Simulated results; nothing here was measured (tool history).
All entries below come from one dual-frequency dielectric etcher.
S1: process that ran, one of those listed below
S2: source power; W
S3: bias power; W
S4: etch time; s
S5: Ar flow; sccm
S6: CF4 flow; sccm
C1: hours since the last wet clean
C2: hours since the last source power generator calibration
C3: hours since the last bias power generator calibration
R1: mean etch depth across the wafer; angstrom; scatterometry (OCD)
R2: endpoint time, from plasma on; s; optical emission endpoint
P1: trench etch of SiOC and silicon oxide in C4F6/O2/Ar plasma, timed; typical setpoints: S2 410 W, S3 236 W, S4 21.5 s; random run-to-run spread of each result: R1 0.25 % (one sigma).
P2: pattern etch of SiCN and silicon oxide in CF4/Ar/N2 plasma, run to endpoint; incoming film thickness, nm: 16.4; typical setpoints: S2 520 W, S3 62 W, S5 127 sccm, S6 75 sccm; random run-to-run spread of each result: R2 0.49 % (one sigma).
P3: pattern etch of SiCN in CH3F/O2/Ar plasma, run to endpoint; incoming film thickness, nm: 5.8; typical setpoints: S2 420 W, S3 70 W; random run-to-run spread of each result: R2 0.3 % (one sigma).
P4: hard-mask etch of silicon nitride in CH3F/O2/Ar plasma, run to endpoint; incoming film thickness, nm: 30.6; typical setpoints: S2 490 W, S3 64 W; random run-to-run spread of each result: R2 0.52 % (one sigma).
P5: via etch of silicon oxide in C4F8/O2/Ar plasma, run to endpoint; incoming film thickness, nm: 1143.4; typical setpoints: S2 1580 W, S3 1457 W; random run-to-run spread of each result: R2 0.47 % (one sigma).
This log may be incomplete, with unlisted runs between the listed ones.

run,hour,S1,S2,S3,S4,S5,S6,C1,C2,C3,R1,R2
1,11.8,P1,410,236,21.5,,,60.9,1585.8,792.5,457.67,
2,19.3,P2,520,38,,127,75,68.4,1593.3,800.0,,21.139
3,35.8,P2,520,62,,127,75,84.9,1609.8,816.5,,18.232
4,48.2,P1,300,236,21.5,,,97.3,1622.2,828.9,405.05,
5,63.4,P1,560,236,21.5,,,112.5,1637.4,844.1,513.50,
6,75.7,P4,490,64,,,,124.8,1649.7,856.4,,43.411
7,84.2,P1,410,236,21.5,,,133.3,1658.2,864.9,458.09,
8,94.8,P5,1580,1740,,,,143.9,1668.8,875.5,,263.340
9,110.0,P1,410,236,21.5,,,159.1,1684.0,890.7,456.38,
10,122.7,P1,410,236,21.5,,,171.8,1696.7,903.4,456.60,
11,137.4,P3,420,46,,,,186.5,1711.4,918.1,,17.604
12,154.0,P1,410,192,21.5,,,203.1,1728.0,934.7,425.22,
13,169.2,P1,410,236,21.5,,,218.3,1743.2,949.9,457.98,
14,181.9,P1,410,236,30.5,,,231.0,1755.9,962.6,649.78,
15,197.7,P1,410,160,31.5,,,246.8,1771.7,978.4,586.77,
16,214.7,P2,710,62,,127,75,263.8,1788.7,995.4,,13.794
17,230.9,P4,490,51,,,,280.0,1804.9,1011.6,,46.428
18,243.9,P3,420,70,,,,293.0,1817.9,1024.6,,15.365
19,254.3,P4,690,64,,,,303.4,1828.3,1035.0,,38.025
20,268.6,P4,490,64,,,,317.7,1842.6,1049.3,,43.908
21,277.0,P1,410,236,21.5,,,326.1,1851.0,1057.7,455.08,
22,288.7,P5,910,1457,,,,337.8,1862.7,1069.4,,344.950
23,300.8,P1,570,236,12.5,,,349.9,1874.8,1081.5,299.48,
24,313.4,P1,410,236,13.0,,,362.5,1887.4,1094.1,276.05,
25,326.4,P3,500,70,,,,375.5,1900.4,1107.1,,14.434
26,336.7,P2,520,62,,127,75,385.8,1910.7,1117.4,,18.313
27,345.2,P2,520,62,,127,57,394.3,1919.2,1125.9,,18.990
28,354.3,P2,520,62,,84,75,403.4,1928.3,1135.0,,16.985
29,366.1,P1,410,236,21.5,,,415.2,1940.1,1146.8,456.79,
30,376.5,P1,410,330,21.5,,,425.6,1950.5,1157.2,512.23,
31,390.5,P1,260,196,21.5,,,439.6,1964.5,1171.2,360.62,
32,405.5,P5,1580,1457,,,,454.6,1979.5,1186.2,,278.510
33,420.3,P1,410,236,21.5,,,469.4,1994.3,1201.0,457.47,
34,431.6,P1,410,236,21.5,,,480.7,2005.6,1212.3,452.55,
35,439.3,P1,410,236,21.5,,,488.4,2013.3,1220.0,451.25,
36,455.9,P1,410,236,21.5,,,505.0,2029.9,1236.6,448.58,
37,470.4,P1,410,236,21.5,,,519.5,2044.4,1251.1,449.71,
38,484.6,P1,410,236,21.5,,,533.7,2058.6,1265.3,449.14,
# hour 487.5: wet clean of the chamber
39,495.7,P1,410,236,21.5,,,8.2,2069.7,1276.4,448.69,
40,510.9,P1,410,236,21.5,,,23.4,2084.9,1291.6,448.08,
41,524.5,P1,410,236,21.5,,,37.0,2098.5,1305.2,446.83,
42,539.0,P1,410,236,21.5,,,51.5,2113.0,1319.7,447.74,
43,549.8,P1,410,236,21.5,,,62.3,2123.8,1330.5,447.36,

P1 no longer gives what it gave before; its output has crept away from where it was. The following 2 causes, each at its listed size, fit the log equally well:
A: bias power that arrives under what is set, % = 4.74
B: source power that arrives under what is set, % = 4.12
Creep in the process output first set in at about hour 420.3.
Why every other cause is out:
chamber walls in a state that lowers the etch rate, %: serviced after onset, at hour 487.5, with no recovery of the prior output

Of the 4 check runs below, each run on 3 wafers with the results averaged and each result still a question mark, which one would tell the listed causes apart?
check 1,560.6,P3,420,54,,,,,,,,?
check 2,560.6,P2,680,62,,127,75,,,,,?
check 3,560.6,P5,980,1664,,,,,,,,?
check 4,560.6,P4,620,64,,,,,,,,?

What every check run would give for each of its results, assuming each possible cause in turn:
check,result,if A,if B
check 1,R2,17.046,17.051
check 2,R2,14.619,14.939
check 3,R2,327.810,328.710
check 4,R2,40.279,40.310
Smallest distance between any two causes, each pair judged by its most separating result, in per cent: check 1 0.03 %; check 2 2.16 %; check 3 0.27 %; check 4 0.08 %
Only in check 2 would the causes give clearly different results; in the remaining checks their results would be nearly the same.

Then check 2 was run and gave: R2 14.589 s. Which cause is it?

The correct cause is A, namely: bias power that arrives under what is set, %.
